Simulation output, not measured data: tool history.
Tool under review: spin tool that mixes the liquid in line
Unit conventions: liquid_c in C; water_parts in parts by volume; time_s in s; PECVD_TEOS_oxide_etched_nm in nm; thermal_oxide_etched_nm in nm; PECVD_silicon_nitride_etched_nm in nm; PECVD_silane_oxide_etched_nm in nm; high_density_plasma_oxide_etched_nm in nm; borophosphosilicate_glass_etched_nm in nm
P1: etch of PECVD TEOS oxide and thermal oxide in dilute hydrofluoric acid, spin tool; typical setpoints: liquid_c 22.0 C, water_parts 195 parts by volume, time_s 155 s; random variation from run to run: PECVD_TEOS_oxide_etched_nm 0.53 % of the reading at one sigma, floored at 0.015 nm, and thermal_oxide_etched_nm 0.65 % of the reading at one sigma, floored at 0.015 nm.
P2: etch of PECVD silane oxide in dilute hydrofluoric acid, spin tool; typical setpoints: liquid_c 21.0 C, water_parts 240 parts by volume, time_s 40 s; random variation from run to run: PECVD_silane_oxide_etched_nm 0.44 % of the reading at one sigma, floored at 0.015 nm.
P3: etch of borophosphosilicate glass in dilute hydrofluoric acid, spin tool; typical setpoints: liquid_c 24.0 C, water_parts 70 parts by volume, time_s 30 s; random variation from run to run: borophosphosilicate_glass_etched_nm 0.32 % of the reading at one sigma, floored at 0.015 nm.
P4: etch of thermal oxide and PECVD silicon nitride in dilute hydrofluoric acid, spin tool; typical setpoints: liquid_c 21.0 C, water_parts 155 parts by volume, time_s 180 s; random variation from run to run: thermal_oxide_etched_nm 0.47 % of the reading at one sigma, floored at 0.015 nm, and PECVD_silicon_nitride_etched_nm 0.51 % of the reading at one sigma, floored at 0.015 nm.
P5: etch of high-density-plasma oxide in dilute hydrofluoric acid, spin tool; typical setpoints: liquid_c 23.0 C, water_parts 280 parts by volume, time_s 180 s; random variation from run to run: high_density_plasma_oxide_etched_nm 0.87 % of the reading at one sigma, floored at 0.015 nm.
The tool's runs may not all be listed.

| run | hour | process | liquid_c | water_parts | time_s | PECVD_TEOS_oxide_etched_nm | thermal_oxide_etched_nm | PECVD_silicon_nitride_etched_nm | PECVD_silane_oxide_etched_nm | high_density_plasma_oxide_etched_nm | borophosphosilicate_glass_etched_nm |
|---|---|---|---|---|---|---|---|---|---|---|---|
| 1 | 2.5 | P1 | 22.0 | 195 | 155 | 8.0568 | 3.09280 |  |  |  |  |
| 2 | 4.5 | P1 | 22.0 | 195 | 265 | 13.8480 | 5.27500 |  |  |  |  |
| 3 | 7.6 | P1 | 22.0 | 195 | 155 | 8.0132 | 3.07090 |  |  |  |  |
| 4 | 10.2 | P1 | 29.5 | 70 | 155 | 35.0310 | 13.12300 |  |  |  |  |
| 5 | 13.1 | P1 | 17.0 | 310 | 155 | 3.7740 | 1.46320 |  |  |  |  |
| 6 | 17.0 | P1 | 17.0 | 195 | 155 | 6.5702 | 2.52010 |  |  |  |  |
| 7 | 19.8 | P4 | 21.0 | 155 | 180 |  | 4.42300 | 5.4797 |  |  |  |
| 8 | 22.3 | P1 | 22.0 | 285 | 155 | 5.0712 | 1.92940 |  |  |  |  |
| 9 | 26.6 | P2 | 21.0 | 240 | 15 |  |  |  | 2.3842 |  |  |
| 10 | 29.7 | P4 | 21.0 | 155 | 305 |  | 7.60430 | 9.3708 |  |  |  |
| 11 | 33.1 | P5 | 23.0 | 280 | 65 |  |  |  |  | 0.94032 |  |
| 12 | 35.2 | P2 | 21.0 | 365 | 40 |  |  |  | 3.7236 |  |  |
| 13 | 39.4 | P1 | 22.0 | 195 | 155 | 7.9884 | 3.04780 |  |  |  |  |
| 14 | 42.7 | P4 | 21.0 | 55 | 180 |  | 14.10200 | 15.1050 |  |  |  |
| 15 | 45.4 | P3 | 24.0 | 70 | 65 |  |  |  |  |  | 43.708 |
| 16 | 48.4 | P1 | 22.0 | 195 | 155 | 8.0403 | 3.04450 |  |  |  |  |
| 17 | 51.6 | P2 | 21.0 | 240 | 40 |  |  |  | 6.4212 |  |  |
| 18 | 54.0 | P1 | 22.0 | 195 | 15 | 0.7788 | 0.30599 |  |  |  |  |
| 19 | 57.9 | P1 | 22.0 | 195 | 155 | 8.0381 | 3.07840 |  |  |  |  |
| 20 | 61.6 | P3 | 32.0 | 70 | 30 |  |  |  |  |  | 27.569 |
| 21 | 65.4 | P1 | 22.0 | 40 | 155 | 46.8580 | 17.87100 |  |  |  |  |
| 22 | 67.6 | P4 | 28.5 | 155 | 180 |  | 5.93730 | 8.8498 |  |  |  |
| 23 | 70.4 | P5 | 23.0 | 280 | 180 |  |  |  |  | 2.65920 |  |
| 24 | 72.4 | P1 | 22.0 | 195 | 155 | 8.0948 | 3.08190 |  |  |  |  |
| 25 | 76.1 | P2 | 25.0 | 240 | 40 |  |  |  | 7.4531 |  |  |
| 26 | 78.9 | P4 | 21.0 | 155 | 180 |  | 4.46600 | 5.4805 |  |  |  |
| 27 | 80.9 | P3 | 24.0 | 70 | 30 |  |  |  |  |  | 20.277 |
| 28 | 84.9 | P1 | 28.0 | 195 | 155 | 9.9002 | 3.82470 |  |  |  |  |
| 29 | 87.1 | P5 | 23.0 | 280 | 180 |  |  |  |  | 2.65350 |  |
|  | 90.3 | thermometer replaced |
| 30 | 91.3 | P1 | 22.0 | 80 | 50 | 7.1861 | 2.74830 |  |  |  |  |
| 31 | 95.2 | P3 | 24.0 | 120 | 30 |  |  |  |  |  | 11.078 |
| 32 | 97.3 | P5 | 27.0 | 280 | 180 |  |  |  |  | 2.99230 |  |
| 33 | 101.0 | P5 | 23.0 | 400 | 180 |  |  |  |  | 1.64690 |  |
| 34 | 105.0 | P3 | 24.0 | 70 | 30 |  |  |  |  |  | 20.254 |
| 35 | 107.5 | P1 | 22.0 | 195 | 155 | 7.9612 | 3.07750 |  |  |  |  |
| 36 | 109.6 | P1 | 22.0 | 195 | 155 | 8.0975 | 3.14320 |  |  |  |  |
| 37 | 113.3 | P1 | 22.0 | 195 | 155 | 8.3078 | 3.14710 |  |  |  |  |
| 38 | 117.1 | P1 | 22.0 | 195 | 155 | 8.3756 | 3.21730 |  |  |  |  |
| 39 | 121.1 | P1 | 22.0 | 195 | 155 | 8.4386 | 3.25260 |  |  |  |  |
| 40 | 125.3 | P1 | 22.0 | 195 | 155 | 8.5166 | 3.24630 |  |  |  |  |
| 41 | 128.4 | P1 | 22.0 | 195 | 155 | 8.4688 | 3.21420 |  |  |  |  |
| 42 | 131.1 | P1 | 22.0 | 195 | 155 | 8.5355 | 3.23400 |  |  |  |  |
| 43 | 133.0 | P1 | 22.0 | 195 | 155 | 8.6037 | 3.25310 |  |  |  |  |
| 44 | 136.5 | P1 | 22.0 | 195 | 155 | 8.4902 | 3.28290 |  |  |  |  |
| 45 | 140.3 | P1 | 22.0 | 195 | 155 | 8.5792 | 3.28150 |  |  |  |  |
| 46 | 143.1 | P1 | 22.0 | 195 | 155 | 8.6347 | 3.22130 |  |  |  |  |

What P1 gives has crept off from where it sat before. The 2 causes that follow fit the log equally well, each at the size noted:
A: hydrofluoric acid flow above the setpoint (%) = 5.48
B: liquid hotter than its thermometer reads (K) = 1.71
The gradual shift began around hour 107.5.

Question marks stand in for the results of the 4 check runs listed below, each run on one wafer. Under which run would the listed causes show clearly different results?
| check 1 | 145.9 | P4 | 25.5 | 65 | 180 |  | ? | ? |  |  |  |
| check 2 | 145.9 | P5 | 26.5 | 370 | 180 |  |  |  |  | ? |  |
| check 3 | 145.9 | P2 | 24.0 | 240 | 40 |  |  |  | ? |  |  |
| check 4 | 145.9 | P3 | 32.0 | 70 | 60 |  |  |  |  |  | ? |

Check results expected under each cause:
| check | result | if A | if B |
|---|---|---|---|
| check 1 | thermal_oxide_etched_nm | 15.01600 | 15.17000 |
| check 1 | PECVD_silicon_nitride_etched_nm | 18.3110 | 19.4400 |
| check 2 | high_density_plasma_oxide_etched_nm | 2.20670 | 2.16850 |
| check 3 | PECVD_silane_oxide_etched_nm | 7.6101 | 7.5699 |
| check 4 | borophosphosilicate_glass_etched_nm | 58.577 | 58.881 |
Minimum pairwise separation of causes per check, each pair taken at its best-separating result: check 1 5.98 %; check 2 1.74 %; check 3 0.53 %; check 4 0.52 %
Of the check runs offered, only check 1 discriminates between the causes; the rest would read about the same regardless of which cause applies.

Check 1 was carried out, with these results: thermal_oxide_etched_nm 15.17900 nm; PECVD_silicon_nitride_etched_nm 19.4070 nm. Which of the listed causes is responsible?

It is B: liquid hotter than its thermometer reads (K).

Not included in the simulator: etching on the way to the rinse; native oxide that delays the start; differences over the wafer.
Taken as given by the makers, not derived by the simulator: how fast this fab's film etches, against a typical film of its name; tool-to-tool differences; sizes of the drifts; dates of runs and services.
